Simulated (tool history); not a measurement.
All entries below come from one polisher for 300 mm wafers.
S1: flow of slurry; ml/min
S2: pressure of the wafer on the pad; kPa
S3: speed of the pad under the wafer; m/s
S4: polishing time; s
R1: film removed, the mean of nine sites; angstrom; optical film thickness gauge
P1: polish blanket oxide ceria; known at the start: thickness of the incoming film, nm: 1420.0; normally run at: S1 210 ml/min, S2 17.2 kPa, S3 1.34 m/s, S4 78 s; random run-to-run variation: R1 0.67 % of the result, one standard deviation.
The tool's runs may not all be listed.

| run | hour | S1 | S2 | S3 | S4 | R1 |
|---|---|---|---|---|---|---|
| 1 | 4.5 | 210 | 17.2 | 1.34 | 78 | 4347.4 |
| 2 | 7.9 | 210 | 17.2 | 1.34 | 78 | 4348.5 |
| 3 | 11.4 | 210 | 11 | 1.34 | 78 | 2751.3 |
| 4 | 19.3 | 210 | 17.2 | 0.84 | 107 | 3739.1 |
| 5 | 24.9 | 210 | 17.2 | 1.34 | 78 | 4314.4 |
| 6 | 28.3 | 210 | 17.2 | 1.34 | 35 | 1935 |
| 7 | 31.8 | 210 | 17.2 | 1.34 | 119 | 6568 |
|  | 36.7 | worn pad replaced by a new one |
| 8 | 37.2 | 210 | 17.2 | 0.98 | 78 | 3169.7 |
| 9 | 42 | 330 | 17.2 | 1.34 | 78 | 4547.2 |
| 10 | 47.8 | 210 | 17.2 | 1.34 | 78 | 4354.8 |
| 11 | 53.2 | 210 | 17.2 | 1.94 | 78 | 6283.9 |
|  | 57.1 | head pressure recalibrated |
| 12 | 60.4 | 125 | 17.2 | 1.98 | 78 | 5894.6 |
| 13 | 66.1 | 150 | 17.2 | 1.34 | 78 | 4107.7 |
| 14 | 73.1 | 210 | 22.8 | 1.34 | 78 | 5722.2 |
| 15 | 78.6 | 160 | 17.2 | 1.34 | 40 | 2133.6 |
| 16 | 82.1 | 210 | 17.2 | 1.34 | 78 | 4321.8 |
| 17 | 85.6 | 210 | 17.2 | 1.34 | 78 | 4239.1 |
| 18 | 91.1 | 210 | 17.2 | 1.34 | 78 | 4170.8 |
| 19 | 95.6 | 210 | 17.2 | 1.34 | 78 | 4053.1 |

Predict the results of run 20:
| 20 | 101 | 210 | 17.2 | 1.34 | 78 | ? |

R1: 4074.5 angstrom

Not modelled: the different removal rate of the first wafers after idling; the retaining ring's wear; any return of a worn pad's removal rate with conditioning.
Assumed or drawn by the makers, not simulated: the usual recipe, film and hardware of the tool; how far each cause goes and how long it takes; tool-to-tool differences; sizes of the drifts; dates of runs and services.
